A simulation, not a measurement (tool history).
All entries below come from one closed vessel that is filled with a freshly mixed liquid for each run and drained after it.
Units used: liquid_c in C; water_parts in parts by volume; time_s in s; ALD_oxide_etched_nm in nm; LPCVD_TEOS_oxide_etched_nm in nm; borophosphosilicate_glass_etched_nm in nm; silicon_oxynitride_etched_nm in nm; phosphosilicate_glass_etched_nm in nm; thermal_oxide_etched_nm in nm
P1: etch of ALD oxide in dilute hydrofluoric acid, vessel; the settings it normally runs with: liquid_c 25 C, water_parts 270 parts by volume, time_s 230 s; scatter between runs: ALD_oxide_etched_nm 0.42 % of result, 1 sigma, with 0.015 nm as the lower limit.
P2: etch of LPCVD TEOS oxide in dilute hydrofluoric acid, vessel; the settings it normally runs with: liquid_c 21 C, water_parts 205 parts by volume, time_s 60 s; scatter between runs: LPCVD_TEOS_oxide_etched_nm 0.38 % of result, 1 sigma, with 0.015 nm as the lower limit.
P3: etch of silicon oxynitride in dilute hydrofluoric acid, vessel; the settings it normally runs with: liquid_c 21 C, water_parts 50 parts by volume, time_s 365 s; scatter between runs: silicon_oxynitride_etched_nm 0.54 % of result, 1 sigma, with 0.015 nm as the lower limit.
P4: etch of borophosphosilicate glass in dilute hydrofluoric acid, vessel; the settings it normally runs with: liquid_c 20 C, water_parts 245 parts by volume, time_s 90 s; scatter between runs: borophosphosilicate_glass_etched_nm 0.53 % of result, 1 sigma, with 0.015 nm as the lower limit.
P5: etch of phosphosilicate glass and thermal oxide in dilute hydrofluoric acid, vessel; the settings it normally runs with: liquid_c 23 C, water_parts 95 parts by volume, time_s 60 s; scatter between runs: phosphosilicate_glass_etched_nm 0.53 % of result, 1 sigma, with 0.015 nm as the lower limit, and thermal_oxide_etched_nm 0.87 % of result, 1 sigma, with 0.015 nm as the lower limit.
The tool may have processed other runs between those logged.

run   hour  process  liquid_c  water_parts  time_s  ALD_oxide_etched_nm  LPCVD_TEOS_oxide_etched_nm  borophosphosilicate_glass_etched_nm  silicon_oxynitride_etched_nm  phosphosilicate_glass_etched_nm  thermal_oxide_etched_nm
  1    2.8       P1        25          270     230                7.692
  2    6.9       P2        21          205      30                                           3.5597
  3   10.9       P2        21          205      60                                           7.1944
  4   14.2       P4        26          245      90                                                                                12.942
  5   17.9       P1        25          270     230               7.5841
  6   21.9       P2        21          205      60                                           7.1712
  7   26.2       P2        21           90      60                                           18.551
  8   28.9       P1      29.5          425     230               4.7902
  9   32.3       P3        21           50      30                                                                                                              1.2503
 10   36.8       P1        25          270      50               1.6838
 11   41.9       P4        20          360      90                                                                                6.4848
 12   45.5       P1        32          270     230               9.7163
 13   49.2       P1        25          270     230               7.6199
 14   53.6       P1        25          270     455               15.138
 15   59.1       P3        21           50     365                                                                                                              15.294
 16   63.7       P5        23           95      60                                                                                                                                               76.477                   2.9743
 17     69       P4        20          245      90                                                                                10.527
 18   73.5       P4        20          245     155                                                                                17.879
 19   78.9       P1        25          270     230               7.6682
 20   82.6       P1        25          480     230               3.5163
 21   85.9       P1        25          270     230                7.651
 22   89.5       P1        17          270     230               5.7028
 23   94.2       P1      32.5          270      75               3.1888
 24   99.5       P1        25          270     230               7.6612
 25  105.1       P2      28.5          205      60                                           9.4676
 26  107.7       P5      19.5           95      60                                                                                                                                               65.733                   2.5127
 27  111.5       P1        25          120     230               20.314
 28  114.7       P3        17           50     365                                                                                                              12.619
 29  117.9       P1        25          270     230               7.6459
 30  121.7       P3        21           30     365                                                                                                              26.078
 31    127       P5        23          180      60                                                                                                                                               36.999                    1.395
 32  130.2       P5        23           95      30                                                                                                                                               38.166                    1.469
 33  135.7       P1        25          270     230               7.6402
 34  139.1       P1        25          270     230               7.4532
 35  142.4       P1        25          270     230               7.3196
 36    148       P1        25          270     230               7.2157
 37  151.6       P1        25          270     230               7.1646
 38  156.1       P1        25          270     230               7.1499
 39  159.5       P1        25          270     230               7.0872
 40  163.7       P1        25          270     230               7.1457
 41  166.5       P1        25          270     230               7.1809

What P1 gives has crept off from where it sat before. The 2 causes that follow fit the log equally well, each at the size noted:
A: hydrofluoric acid flow below the setpoint (%) = 5.39
B: liquid colder than its thermometer reads (K) = 2.01
The drift started at roughly hour 135.7.

4 check runs are offered, one wafer each, their results left as question marks. Which one tells the causes apart?
check 1  169.3       P2        28          205      30                                                ?
check 2  169.3       P5        23          160      40                                                                                                                                                    ?                        ?
check 3  169.3       P3        21           50     215                                                                                                                   ?
check 4  169.3       P4      24.5          245      90                                                                                     ?

What each check would give under each cause:
  check                               result    if A     if B
check 1           LPCVD_TEOS_oxide_etched_nm  4.3219   4.3105
check 2      phosphosilicate_glass_etched_nm  26.241   25.915
check 2              thermal_oxide_etched_nm  1.0118  0.99921
check 3         silicon_oxynitride_etched_nm  8.5636   8.1979
check 4  borophosphosilicate_glass_etched_nm  11.515   11.483
Separation of the two closest causes in each check, using whichever result separates them best: check 1 0.26 %; check 2 1.25 %; check 3 4.36 %; check 4 0.28 %
Only check 3 tells the causes apart: in the others they would give nearly the same result.

Check 3 was then run and gave: silicon_oxynitride_etched_nm 8.1902 nm. Which cause is it?

The cause is B: liquid colder than its thermometer reads (K).
